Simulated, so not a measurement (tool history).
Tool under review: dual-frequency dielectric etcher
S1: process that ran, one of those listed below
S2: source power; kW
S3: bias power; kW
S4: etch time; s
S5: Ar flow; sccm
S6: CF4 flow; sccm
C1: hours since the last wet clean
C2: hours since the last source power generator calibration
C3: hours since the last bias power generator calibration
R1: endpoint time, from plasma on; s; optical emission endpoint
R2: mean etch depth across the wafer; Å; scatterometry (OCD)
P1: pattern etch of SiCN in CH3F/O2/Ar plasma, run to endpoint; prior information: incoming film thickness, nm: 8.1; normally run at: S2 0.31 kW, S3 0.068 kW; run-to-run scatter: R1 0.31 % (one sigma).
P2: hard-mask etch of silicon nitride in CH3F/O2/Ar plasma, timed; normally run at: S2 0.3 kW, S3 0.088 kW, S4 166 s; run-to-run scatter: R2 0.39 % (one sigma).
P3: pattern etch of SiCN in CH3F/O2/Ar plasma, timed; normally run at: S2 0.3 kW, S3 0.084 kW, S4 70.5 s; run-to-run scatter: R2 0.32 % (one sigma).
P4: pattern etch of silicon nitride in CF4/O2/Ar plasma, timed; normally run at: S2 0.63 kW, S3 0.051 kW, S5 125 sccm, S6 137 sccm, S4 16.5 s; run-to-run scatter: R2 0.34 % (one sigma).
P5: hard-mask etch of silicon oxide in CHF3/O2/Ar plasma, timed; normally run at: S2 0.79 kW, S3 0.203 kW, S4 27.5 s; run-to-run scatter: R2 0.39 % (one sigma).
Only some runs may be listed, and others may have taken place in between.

| run | hour | S1 | S2 | S3 | S4 | S5 | S6 | C1 | C2 | C3 | R1 | R2 |
|---|---|---|---|---|---|---|---|---|---|---|---|---|
| 1 | 9.3 | P1 | 0.31 | 0.068 |  |  |  | 426.2 | 942.3 | 978.1 | 23.729 |  |
| 2 | 17.7 | P1 | 0.31 | 0.068 |  |  |  | 434.6 | 950.7 | 986.5 | 23.656 |  |
| 3 | 25.8 | P1 | 0.31 | 0.068 |  |  |  | 442.7 | 958.8 | 994.6 | 23.772 |  |
| 4 | 33.3 | P1 | 0.31 | 0.093 |  |  |  | 450.2 | 966.3 | 1002.1 | 21.186 |  |
| 5 | 41.3 | P2 | 0.3 | 0.088 | 238 |  |  | 458.2 | 974.3 | 1010.1 |  | 1694.8 |
| 6 | 46.6 | P1 | 0.31 | 0.068 |  |  |  | 463.5 | 979.6 | 1015.4 | 23.74 |  |
| 7 | 53.4 | P1 | 0.39 | 0.092 |  |  |  | 470.3 | 986.4 | 1022.2 | 19.612 |  |
| 8 | 63.3 | P1 | 0.38 | 0.092 |  |  |  | 480.2 | 996.3 | 1032.1 | 19.776 |  |
| 9 | 69.9 | P4 | 0.63 | 0.063 | 16.5 | 125 | 137 | 486.8 | 1002.9 | 1038.7 |  | 429.98 |
| 10 | 76.9 | P2 | 0.3 | 0.088 | 166 |  |  | 493.8 | 1009.9 | 1045.7 |  | 1178.1 |
| 11 | 83.6 | P4 | 0.63 | 0.051 | 16.5 | 125 | 137 | 500.5 | 1016.6 | 1052.4 |  | 397.69 |
| 12 | 88.2 | P3 | 0.3 | 0.084 | 70.5 |  |  | 505.1 | 1021.2 | 1057 |  | 242.84 |
| 13 | 92.8 | P1 | 0.23 | 0.068 |  |  |  | 509.7 | 1025.8 | 1061.6 | 26.58 |  |
| 14 | 101.4 | P1 | 0.31 | 0.068 |  |  |  | 518.3 | 1034.4 | 1070.2 | 23.764 |  |
| 15 | 110.1 | P4 | 0.63 | 0.051 | 16.5 | 167 | 137 | 527 | 1043.1 | 1078.9 |  | 380.8 |
| 16 | 118.4 | P1 | 0.31 | 0.068 |  |  |  | 535.3 | 1051.4 | 1087.2 | 23.806 |  |
| 17 | 124.6 | P4 | 0.63 | 0.051 | 16.5 | 125 | 101 | 541.5 | 1057.6 | 1093.4 |  | 379.26 |
| 18 | 129.9 | P1 | 0.31 | 0.068 |  |  |  | 546.8 | 1062.9 | 1098.7 | 23.759 |  |
| 19 | 137.1 | P3 | 0.3 | 0.084 | 70.5 |  |  | 554 | 1070.1 | 1105.9 |  | 243.51 |
| 20 | 146.5 | P5 | 0.79 | 0.203 | 37.5 |  |  | 563.4 | 1079.5 | 1115.3 |  | 872.86 |
| 21 | 155.8 | P1 | 0.39 | 0.068 |  |  |  | 572.7 | 1088.8 | 1124.6 | 21.686 |  |
| 22 | 165.8 | P4 | 0.63 | 0.051 | 16.5 | 125 | 137 | 582.7 | 1098.8 | 1134.6 |  | 395.18 |
| 23 | 174.6 | P4 | 0.63 | 0.051 | 24 | 125 | 137 | 591.5 | 1107.6 | 1143.4 |  | 573.93 |
| 24 | 182.4 | P5 | 0.79 | 0.203 | 27.5 |  |  | 599.3 | 1115.4 | 1151.2 |  | 634.52 |
| 25 | 192.3 | P3 | 0.3 | 0.084 | 105.5 |  |  | 609.2 | 1125.3 | 1161.1 |  | 365.24 |
| 26 | 199 | P2 | 0.3 | 0.088 | 166 |  |  | 615.9 | 1132 | 1167.8 |  | 1183.6 |
| 27 | 205.6 | P3 | 0.3 | 0.117 | 70.5 |  |  | 622.5 | 1138.6 | 1174.4 |  | 278.02 |
| 28 | 213.2 | P5 | 0.79 | 0.254 | 27.5 |  |  | 630.1 | 1146.2 | 1182 |  | 686.31 |
| 29 | 222 | P1 | 0.31 | 0.044 |  |  |  | 638.9 | 1155 | 1190.8 | 27.617 |  |
| 30 | 227.7 | P5 | 0.47 | 0.203 | 27.5 |  |  | 644.6 | 1160.7 | 1196.5 |  | 523.99 |
|  | 231 | wet clean of the chamber |
| 31 | 236.4 | P4 | 0.46 | 0.051 | 16.5 | 125 | 137 | 5.4 | 1169.4 | 1205.2 |  | 302.99 |
| 32 | 242.5 | P3 | 0.19 | 0.084 | 70.5 |  |  | 11.5 | 1175.5 | 1211.3 |  | 206.91 |
| 33 | 251.1 | P2 | 0.3 | 0.055 | 166 |  |  | 20.1 | 1184.1 | 1219.9 |  | 1008.5 |
| 34 | 259.3 | P2 | 0.36 | 0.088 | 166 |  |  | 28.3 | 1192.3 | 1228.1 |  | 1262.7 |
| 35 | 269 | P1 | 0.31 | 0.068 |  |  |  | 38 | 1202 | 1237.8 | 23.829 |  |
| 36 | 276.6 | P1 | 0.31 | 0.068 |  |  |  | 45.6 | 1209.6 | 1245.4 | 23.797 |  |
| 37 | 285.3 | P1 | 0.31 | 0.068 |  |  |  | 54.3 | 1218.3 | 1254.1 | 23.561 |  |
| 38 | 289.8 | P1 | 0.31 | 0.068 |  |  |  | 58.8 | 1222.8 | 1258.6 | 23.549 |  |
| 39 | 296.1 | P1 | 0.31 | 0.068 |  |  |  | 65.1 | 1229.1 | 1264.9 | 23.601 |  |
| 40 | 301.9 | P1 | 0.31 | 0.068 |  |  |  | 70.9 | 1234.9 | 1270.7 | 23.579 |  |
| 41 | 309.8 | P1 | 0.31 | 0.068 |  |  |  | 78.8 | 1242.8 | 1278.6 | 23.496 |  |
| 42 | 318.1 | P1 | 0.31 | 0.068 |  |  |  | 87.1 | 1251.1 | 1286.9 | 23.388 |  |
|  | 319.5 | wet clean of the chamber |
| 43 | 328.2 | P1 | 0.31 | 0.068 |  |  |  | 8.7 | 1261.2 | 1297 | 23.615 |  |
| 44 | 335.3 | P1 | 0.31 | 0.068 |  |  |  | 15.8 | 1268.3 | 1304.1 | 23.379 |  |
| 45 | 345.1 | P1 | 0.31 | 0.068 |  |  |  | 25.6 | 1278.1 | 1313.9 | 23.345 |  |
| 46 | 352.8 | P1 | 0.31 | 0.068 |  |  |  | 33.3 | 1285.8 | 1321.6 | 23.361 |  |

The log shows P1 creeping away from where it was. Any of the 2 causes listed here, at the size stated for it, fits the log just as well as the others:
A: bias power that arrives over what is set, % = 4.48
B: source power that arrives over what is set, % = 4.26
The process output started creeping at around hour 269.
What rules out each remaining cause:
chamber walls in a state that raises the etch rate, %: its service at hour 319.5 followed the start of the drift and did not put the process back to its old value

Below are 4 check runs, each averaged over 2 wafers, with their results shown as question marks. Which of them would give clearly different results depending on which cause is behind the drift?
| check 1 | 360.5 | P5 | 0.79 | 0.203 | 27.5 |  |  |  |  |  |  | ? |
| check 2 | 360.5 | P2 | 0.3 | 0.088 | 166 |  |  |  |  |  |  | ? |
| check 3 | 360.5 | P3 | 0.3 | 0.084 | 70.5 |  |  |  |  |  |  | ? |
| check 4 | 360.5 | P4 | 0.63 | 0.051 | 16.5 | 125 | 137 |  |  |  |  | ? |

Check results expected under each cause:
| check | result | if A | if B |
|---|---|---|---|
| check 1 | R2 | 645.41 | 646.1 |
| check 2 | R2 | 1200.7 | 1200 |
| check 3 | R2 | 248.32 | 248.09 |
| check 4 | R2 | 402.56 | 410.85 |
Separation of the two closest causes in each check, using whichever result separates them best: check 1 0.11 %; check 2 0.05 %; check 3 0.09 %; check 4 2.04 %
Check 4 is the one run that separates the causes; every other check would come out nearly the same whichever cause is at work.

With check 4 done, the readings were: R2 404.13 Å. Identify which of the listed causes applies.

A is the cause: bias power that arrives over what is set, %.
